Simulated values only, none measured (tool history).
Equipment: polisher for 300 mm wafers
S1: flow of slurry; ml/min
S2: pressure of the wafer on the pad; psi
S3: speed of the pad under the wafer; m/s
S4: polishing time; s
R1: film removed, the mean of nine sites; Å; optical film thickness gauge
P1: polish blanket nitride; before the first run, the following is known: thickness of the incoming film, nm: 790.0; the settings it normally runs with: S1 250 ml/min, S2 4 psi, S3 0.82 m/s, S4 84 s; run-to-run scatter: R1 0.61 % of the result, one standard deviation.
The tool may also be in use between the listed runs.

run 1 hour=11.3 | S1=250 S2=4 S3=0.82 S4=84 | R1=1599.9
run 2 hour=27.5 | S1=250 S2=4 S3=0.82 S4=84 | R1=1600.2
run 3 hour=45.3 | S1=315 S2=4 S3=0.4 S4=84 | R1=911.12
run 4 hour=63.2 | S1=250 S2=4 S3=1.2 S4=84 | R1=2198
run 5 hour=73.9 | S1=250 S2=6.2 S3=1.1 S4=84 | R1=3123.2
-- hour=80.7 worn pad replaced by a new one
run 6 hour=81.9 | S1=250 S2=4 S3=0.52 S4=84 | R1=1109.4
run 7 hour=97.9 | S1=250 S2=4 S3=0.82 S4=84 | R1=1605.5
run 8 hour=113.4 | S1=250 S2=4 S3=0.82 S4=122 | R1=2325.5
run 9 hour=123.6 | S1=250 S2=4 S3=0.82 S4=84 | R1=1606.4
run 10 hour=139.3 | S1=250 S2=4 S3=0.82 S4=40 | R1=764.47
run 11 hour=150.9 | S1=150 S2=4 S3=0.82 S4=84 | R1=1489.3
run 12 hour=160.6 | S1=250 S2=4 S3=0.82 S4=84 | R1=1610.5
run 13 hour=169 | S1=250 S2=1.8 S3=0.82 S4=84 | R1=721.21
run 14 hour=181.3 | S1=320 S2=4 S3=0.82 S4=84 | R1=1658.3

Expected results for the next run?
run 15 hour=189.8 | S1=250 S2=6 S3=0.82 S4=84 | R1=?

Run 15 gave R1 2422.1 Å.
